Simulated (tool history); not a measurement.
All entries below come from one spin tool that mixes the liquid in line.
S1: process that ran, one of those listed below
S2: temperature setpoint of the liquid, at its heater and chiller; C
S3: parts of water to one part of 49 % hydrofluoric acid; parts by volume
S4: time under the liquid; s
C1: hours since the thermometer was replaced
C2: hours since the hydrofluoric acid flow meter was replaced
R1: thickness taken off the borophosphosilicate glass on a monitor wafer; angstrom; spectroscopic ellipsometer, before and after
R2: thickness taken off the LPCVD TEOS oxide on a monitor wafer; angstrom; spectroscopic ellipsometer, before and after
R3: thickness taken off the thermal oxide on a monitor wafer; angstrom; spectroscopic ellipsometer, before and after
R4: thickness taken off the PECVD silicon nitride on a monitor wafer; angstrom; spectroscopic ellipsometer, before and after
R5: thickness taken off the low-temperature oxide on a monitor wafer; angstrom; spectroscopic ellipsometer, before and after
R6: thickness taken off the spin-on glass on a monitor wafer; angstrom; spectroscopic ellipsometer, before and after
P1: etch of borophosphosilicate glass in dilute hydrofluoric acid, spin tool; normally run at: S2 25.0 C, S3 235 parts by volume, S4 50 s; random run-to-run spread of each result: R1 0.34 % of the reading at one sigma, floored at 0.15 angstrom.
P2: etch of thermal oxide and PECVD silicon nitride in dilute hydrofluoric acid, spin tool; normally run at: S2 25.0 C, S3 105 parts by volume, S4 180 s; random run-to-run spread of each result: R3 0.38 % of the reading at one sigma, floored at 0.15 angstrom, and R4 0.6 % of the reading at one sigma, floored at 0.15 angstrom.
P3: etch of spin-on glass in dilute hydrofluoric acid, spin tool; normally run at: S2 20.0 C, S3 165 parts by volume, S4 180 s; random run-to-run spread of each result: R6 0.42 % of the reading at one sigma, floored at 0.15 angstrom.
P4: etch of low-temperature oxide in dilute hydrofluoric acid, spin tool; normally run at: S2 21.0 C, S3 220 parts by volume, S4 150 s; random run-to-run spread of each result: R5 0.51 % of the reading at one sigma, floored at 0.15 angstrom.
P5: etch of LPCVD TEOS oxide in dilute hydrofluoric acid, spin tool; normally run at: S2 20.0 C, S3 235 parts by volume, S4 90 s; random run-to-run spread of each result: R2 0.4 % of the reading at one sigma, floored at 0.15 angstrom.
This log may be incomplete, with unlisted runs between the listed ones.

run,day,S1,S2,S3,S4,C1,C2,R1,R2,R3,R4,R5,R6
1,0.483,P1,25.0,235,50,185.2,421.9,114.050,,,,,
2,1.125,P1,25.0,405,50,200.6,437.3,55.829,,,,,
3,1.612,P5,20.0,235,40,212.3,449.0,,56.163,,,,
4,2.175,P2,25.0,105,180,225.8,462.5,,,84.7660,38.2980,,
5,2.862,P1,25.0,235,50,242.3,479.0,114.880,,,,,
6,3.667,P4,21.0,35,150,261.6,498.3,,,,,798.110,
7,4.196,P1,25.0,45,50,274.3,511.0,747.620,,,,,
8,4.725,P5,20.0,235,90,287.0,523.7,,127.940,,,,
9,5.154,P1,25.0,310,90,297.3,534.0,143.690,,,,,
10,5.558,P2,29.5,105,180,307.0,543.7,,,100.4600,51.2980,,
11,6.342,P2,25.0,105,20,325.8,562.5,,,9.3992,4.1015,,
12,6.808,P1,19.0,235,50,337.0,573.7,91.515,,,,,
13,7.212,P3,17.0,165,180,346.7,583.4,,,,,,227.170
14,7.875,P3,20.0,165,180,362.6,599.3,,,,,,255.670
# day 8.342: thermometer replaced
15,8.596,P4,21.0,220,295,6.1,616.6,,,,,203.000,
16,9.054,P5,20.0,235,90,17.1,627.6,,127.660,,,,
17,9.417,P1,25.0,235,15,25.8,636.3,34.174,,,,,
18,10.071,P1,25.0,235,90,41.5,652.0,206.100,,,,,
19,10.717,P3,20.0,165,180,57.0,667.5,,,,,,256.810
20,11.521,P1,31.5,235,50,76.3,686.8,142.650,,,,,
21,12.217,P4,21.0,220,150,93.0,703.5,,,,,102.690,
22,12.950,P2,25.0,25,180,110.6,721.1,,,396.3700,154.3500,,
23,13.667,P1,25.0,370,85,127.8,738.3,108.410,,,,,
24,14.275,P5,17.0,235,90,142.4,752.9,,112.830,,,,
25,14.879,P4,21.0,220,150,156.9,767.4,,,,,103.890,
26,15.246,P1,25.0,235,50,165.7,776.2,114.160,,,,,
27,15.950,P4,17.0,220,150,182.6,793.1,,,,,88.965,
28,16.646,P3,20.0,295,180,199.3,809.8,,,,,,126.000
29,17.175,P3,20.0,165,55,212.0,822.5,,,,,,77.653
30,17.662,P1,25.0,235,50,223.7,834.2,114.490,,,,,

Run 31 has not been measured yet. What should we expect?
31,18.425,P5,20.0,420,90,242.0,852.5,,?,,,,

{"run 31": {"R2": 60.398}}
